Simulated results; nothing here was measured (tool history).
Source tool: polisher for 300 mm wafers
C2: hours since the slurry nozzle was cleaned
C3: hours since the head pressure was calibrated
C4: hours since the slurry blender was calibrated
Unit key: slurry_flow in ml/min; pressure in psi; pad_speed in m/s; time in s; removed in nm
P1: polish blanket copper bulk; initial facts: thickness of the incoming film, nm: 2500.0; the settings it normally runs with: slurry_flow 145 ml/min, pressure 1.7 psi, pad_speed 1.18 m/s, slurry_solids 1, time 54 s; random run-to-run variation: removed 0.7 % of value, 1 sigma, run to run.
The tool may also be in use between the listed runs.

{"run": 1, "hour": 11.9, "slurry_flow": 145, "pressure": 1.7, "pad_speed": 1.18, "slurry_solids": 1, "time": 54, "wafers polished on this pad": 575, "C2": 566.8, "C3": 362.6, "C4": 47.9, "removed": 413.71}
{"run": 2, "hour": 21.8, "slurry_flow": 180, "pressure": 1.7, "pad_speed": 1.18, "slurry_solids": 1, "time": 54, "wafers polished on this pad": 721, "C2": 576.7, "C3": 372.5, "C4": 57.8, "removed": 439.48}
{"hour": 33.4, "done": "head pressure recalibrated"}
{"run": 3, "hour": 34.0, "slurry_flow": 145, "pressure": 1.7, "pad_speed": 1.18, "slurry_solids": 1, "time": 72, "wafers polished on this pad": 901, "C2": 588.9, "C3": 0.6, "C4": 70, "removed": 561.91}
{"run": 4, "hour": 42.9, "slurry_flow": 145, "pressure": 1.7, "pad_speed": 1.18, "slurry_solids": 1, "time": 54, "wafers polished on this pad": 1032, "C2": 597.8, "C3": 9.5, "C4": 78.9, "removed": 416.16}
{"run": 5, "hour": 60.6, "slurry_flow": 145, "pressure": 1.7, "pad_speed": 1.18, "slurry_solids": 0.65, "time": 54, "wafers polished on this pad": 1293, "C2": 615.5, "C3": 27.2, "C4": 96.6, "removed": 379.48}
{"run": 6, "hour": 75.9, "slurry_flow": 145, "pressure": 1.7, "pad_speed": 1.18, "slurry_solids": 1, "time": 54, "wafers polished on this pad": 1519, "C2": 630.8, "C3": 42.5, "C4": 111.9, "removed": 415.55}
{"run": 7, "hour": 88.6, "slurry_flow": 145, "pressure": 1.7, "pad_speed": 1.86, "slurry_solids": 1, "time": 54, "wafers polished on this pad": 1706, "C2": 643.5, "C3": 55.2, "C4": 124.6, "removed": 660.66}
{"run": 8, "hour": 100.5, "slurry_flow": 145, "pressure": 0.8, "pad_speed": 1.18, "slurry_solids": 1, "time": 41, "wafers polished on this pad": 1882, "C2": 655.4, "C3": 67.1, "C4": 136.5, "removed": 149.07}
{"run": 9, "hour": 114.8, "slurry_flow": 145, "pressure": 1.7, "pad_speed": 1.18, "slurry_solids": 1, "time": 29, "wafers polished on this pad": 2093, "C2": 669.7, "C3": 81.4, "C4": 150.8, "removed": 223.01}
{"run": 10, "hour": 126.5, "slurry_flow": 145, "pressure": 1.7, "pad_speed": 1.18, "slurry_solids": 1.25, "time": 54, "wafers polished on this pad": 2266, "C2": 681.4, "C3": 93.1, "C4": 162.5, "removed": 436.63}
{"run": 11, "hour": 142.4, "slurry_flow": 145, "pressure": 2.7, "pad_speed": 1.18, "slurry_solids": 1, "time": 54, "wafers polished on this pad": 2500, "C2": 697.3, "C3": 109, "C4": 178.4, "removed": 664.14}
{"run": 12, "hour": 151.2, "slurry_flow": 145, "pressure": 1.7, "pad_speed": 1.18, "slurry_solids": 1, "time": 54, "wafers polished on this pad": 2630, "C2": 706.1, "C3": 117.8, "C4": 187.2, "removed": 422.27}
{"run": 13, "hour": 163.5, "slurry_flow": 145, "pressure": 1.7, "pad_speed": 1.18, "slurry_solids": 1, "time": 54, "wafers polished on this pad": 2812, "C2": 718.4, "C3": 130.1, "C4": 199.5, "removed": 414.58}
{"run": 14, "hour": 176.8, "slurry_flow": 145, "pressure": 1.7, "pad_speed": 0.82, "slurry_solids": 1, "time": 71, "wafers polished on this pad": 3008, "C2": 731.7, "C3": 143.4, "C4": 212.8, "removed": 382.01}
{"run": 15, "hour": 190.9, "slurry_flow": 145, "pressure": 1.7, "pad_speed": 1.18, "slurry_solids": 1, "time": 54, "wafers polished on this pad": 3216, "C2": 745.8, "C3": 157.5, "C4": 226.9, "removed": 415.62}
{"run": 16, "hour": 202.6, "slurry_flow": 145, "pressure": 0.9, "pad_speed": 1.18, "slurry_solids": 1, "time": 54, "wafers polished on this pad": 3389, "C2": 757.5, "C3": 169.2, "C4": 238.6, "removed": 219.46}
{"run": 17, "hour": 213.9, "slurry_flow": 145, "pressure": 1.7, "pad_speed": 0.62, "slurry_solids": 1, "time": 54, "wafers polished on this pad": 3555, "C2": 768.8, "C3": 180.5, "C4": 249.9, "removed": 220.64}
{"run": 18, "hour": 227.7, "slurry_flow": 100, "pressure": 1.7, "pad_speed": 1.18, "slurry_solids": 1, "time": 54, "wafers polished on this pad": 3759, "C2": 782.6, "C3": 194.3, "C4": 263.7, "removed": 382.04}
{"run": 19, "hour": 237.7, "slurry_flow": 205, "pressure": 1.7, "pad_speed": 1.18, "slurry_solids": 1, "time": 68, "wafers polished on this pad": 3906, "C2": 792.6, "C3": 204.3, "C4": 273.7, "removed": 553.22}
{"run": 20, "hour": 250.2, "slurry_flow": 145, "pressure": 1.7, "pad_speed": 1.18, "slurry_solids": 1, "time": 54, "wafers polished on this pad": 4091, "C2": 805.1, "C3": 216.8, "C4": 286.2, "removed": 412.9}
{"run": 21, "hour": 258.2, "slurry_flow": 145, "pressure": 1.7, "pad_speed": 1.18, "slurry_solids": 1, "time": 54, "wafers polished on this pad": 4209, "C2": 813.1, "C3": 224.8, "C4": 294.2, "removed": 404.77}
{"run": 22, "hour": 274.5, "slurry_flow": 145, "pressure": 1.7, "pad_speed": 1.18, "slurry_solids": 1, "time": 54, "wafers polished on this pad": 4449, "C2": 829.4, "C3": 241.1, "C4": 310.5, "removed": 387.25}
{"run": 23, "hour": 284.8, "slurry_flow": 145, "pressure": 1.7, "pad_speed": 1.18, "slurry_solids": 1, "time": 54, "wafers polished on this pad": 4601, "C2": 839.7, "C3": 251.4, "C4": 320.8, "removed": 382.41}
{"hour": 285.4, "done": "slurry blender recalibrated"}
{"hour": 294.1, "done": "head pressure recalibrated"}
{"run": 24, "hour": 302.2, "slurry_flow": 145, "pressure": 1.7, "pad_speed": 1.18, "slurry_solids": 1, "time": 54, "wafers polished on this pad": 4858, "C2": 857.1, "C3": 8.2, "C4": 16.8, "removed": 377.43}
{"run": 25, "hour": 317.0, "slurry_flow": 145, "pressure": 1.7, "pad_speed": 1.18, "slurry_solids": 1, "time": 54, "wafers polished on this pad": 5077, "C2": 871.9, "C3": 23, "C4": 31.6, "removed": 376.02}
{"run": 26, "hour": 330.7, "slurry_flow": 145, "pressure": 1.7, "pad_speed": 1.18, "slurry_solids": 1, "time": 54, "wafers polished on this pad": 5279, "C2": 885.6, "C3": 36.7, "C4": 45.3, "removed": 377.98}

Run 27 has not been measured yet. What should we expect?
{"run": 27, "hour": 339.3, "slurry_flow": 145, "pressure": 1.7, "pad_speed": 1.18, "slurry_solids": 1, "time": 54, "wafers polished on this pad": 5406, "C2": 894.2, "C3": 45.3, "C4": 53.9, "removed": "?"}

Run 27 measured removed 375.18 nm.
